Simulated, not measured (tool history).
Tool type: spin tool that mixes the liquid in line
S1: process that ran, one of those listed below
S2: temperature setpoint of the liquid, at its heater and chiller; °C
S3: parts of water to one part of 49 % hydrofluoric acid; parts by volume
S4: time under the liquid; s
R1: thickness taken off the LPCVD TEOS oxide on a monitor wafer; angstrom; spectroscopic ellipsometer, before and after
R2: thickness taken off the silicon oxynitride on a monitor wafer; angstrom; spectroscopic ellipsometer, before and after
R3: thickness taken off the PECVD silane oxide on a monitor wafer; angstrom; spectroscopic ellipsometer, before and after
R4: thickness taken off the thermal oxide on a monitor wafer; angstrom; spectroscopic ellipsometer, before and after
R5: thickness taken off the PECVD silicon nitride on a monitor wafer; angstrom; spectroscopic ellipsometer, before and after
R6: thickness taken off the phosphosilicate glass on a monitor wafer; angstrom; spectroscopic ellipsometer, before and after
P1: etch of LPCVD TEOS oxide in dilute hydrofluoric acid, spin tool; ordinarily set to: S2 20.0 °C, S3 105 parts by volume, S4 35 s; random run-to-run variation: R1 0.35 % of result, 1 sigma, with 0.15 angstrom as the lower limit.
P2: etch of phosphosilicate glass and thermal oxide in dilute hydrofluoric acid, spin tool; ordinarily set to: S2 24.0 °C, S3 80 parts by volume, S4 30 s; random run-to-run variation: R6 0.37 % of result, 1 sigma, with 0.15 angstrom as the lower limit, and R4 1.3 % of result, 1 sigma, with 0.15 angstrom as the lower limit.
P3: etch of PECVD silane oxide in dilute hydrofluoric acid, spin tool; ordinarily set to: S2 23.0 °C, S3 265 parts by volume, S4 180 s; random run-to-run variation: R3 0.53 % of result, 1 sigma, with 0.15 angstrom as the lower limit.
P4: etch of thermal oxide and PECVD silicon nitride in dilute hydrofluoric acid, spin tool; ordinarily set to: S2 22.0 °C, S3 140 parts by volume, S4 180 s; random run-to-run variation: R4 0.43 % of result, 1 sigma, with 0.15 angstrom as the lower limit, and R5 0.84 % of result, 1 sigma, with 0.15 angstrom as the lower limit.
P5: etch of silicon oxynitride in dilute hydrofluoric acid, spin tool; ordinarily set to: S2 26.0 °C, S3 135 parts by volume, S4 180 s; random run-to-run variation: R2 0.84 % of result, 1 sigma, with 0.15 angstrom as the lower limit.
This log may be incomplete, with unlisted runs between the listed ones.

{"run": 1, "hour": 12.8, "S1": "P1", "S2": 20.0, "S3": 105, "S4": 35, "R1": 77.518}
{"run": 2, "hour": 25.4, "S1": "P5", "S2": 32.0, "S3": 135, "S4": 180, "R2": 35.706}
{"run": 3, "hour": 37.8, "S1": "P1", "S2": 20.0, "S3": 105, "S4": 15, "R1": 32.979}
{"run": 4, "hour": 47.5, "S1": "P1", "S2": 27.5, "S3": 105, "S4": 35, "R1": 104.6}
{"run": 5, "hour": 56.9, "S1": "P3", "S2": 23.0, "S3": 265, "S4": 305, "R3": 180.02}
{"run": 6, "hour": 70.6, "S1": "P1", "S2": 20.0, "S3": 105, "S4": 35, "R1": 77.911}
{"run": 7, "hour": 85.0, "S1": "P4", "S2": 17.0, "S3": 140, "S4": 180, "R4": 41.669, "R5": 18.551}
{"run": 8, "hour": 94.4, "S1": "P3", "S2": 23.0, "S3": 265, "S4": 180, "R3": 106.46}
{"run": 9, "hour": 103.6, "S1": "P2", "S2": 24.0, "S3": 80, "S4": 30, "R4": 17.92, "R6": 575.15}
{"run": 10, "hour": 110.6, "S1": "P5", "S2": 26.0, "S3": 135, "S4": 180, "R2": 27.791}
{"run": 11, "hour": 118.9, "S1": "P2", "S2": 18.0, "S3": 80, "S4": 30, "R4": 14.025, "R6": 450.98}
{"run": 12, "hour": 130.0, "S1": "P1", "S2": 20.0, "S3": 155, "S4": 35, "R1": 49.58}
{"run": 13, "hour": 141.3, "S1": "P2", "S2": 24.0, "S3": 80, "S4": 30, "R4": 18.322, "R6": 582.32}
{"run": 14, "hour": 153.6, "S1": "P4", "S2": 22.0, "S3": 25, "S4": 180, "R4": 324.36, "R5": 139.27}
{"run": 15, "hour": 165.2, "S1": "P3", "S2": 17.5, "S3": 265, "S4": 180, "R3": 87.284}
{"run": 16, "hour": 177.6, "S1": "P1", "S2": 27.5, "S3": 105, "S4": 20, "R1": 60.054}
{"run": 17, "hour": 185.6, "S1": "P2", "S2": 24.0, "S3": 130, "S4": 30, "R4": 10.504, "R6": 335.68}
{"run": 18, "hour": 193.3, "S1": "P1", "S2": 17.0, "S3": 105, "S4": 35, "R1": 69.348}
{"run": 19, "hour": 207.1, "S1": "P1", "S2": 20.0, "S3": 105, "S4": 35, "R1": 77.239}
{"run": 20, "hour": 218.1, "S1": "P3", "S2": 23.0, "S3": 50, "S4": 180, "R3": 711.06}
{"run": 21, "hour": 225.7, "S1": "P1", "S2": 20.0, "S3": 105, "S4": 65, "R1": 144.39}
{"hour": 236.3, "done": "hydrofluoric acid flow meter replaced"}
{"run": 22, "hour": 238.2, "S1": "P1", "S2": 23.5, "S3": 50, "S4": 35, "R1": 201.98}
{"run": 23, "hour": 246.4, "S1": "P1", "S2": 20.0, "S3": 60, "S4": 35, "R1": 143.9}
{"run": 24, "hour": 253.3, "S1": "P1", "S2": 17.0, "S3": 105, "S4": 15, "R1": 29.22}
{"run": 25, "hour": 267.1, "S1": "P4", "S2": 22.0, "S3": 140, "S4": 180, "R4": 50.608, "R5": 26.322}
{"run": 26, "hour": 274.9, "S1": "P5", "S2": 26.0, "S3": 35, "S4": 180, "R2": 117.85}

Expected results for the next run?
{"run": 27, "hour": 290.8, "S1": "P2", "S2": 24.0, "S3": 80, "S4": 15, "R4": "?", "R6": "?"}

R4: 8.7817 angstrom
R6: 291.70 angstrom
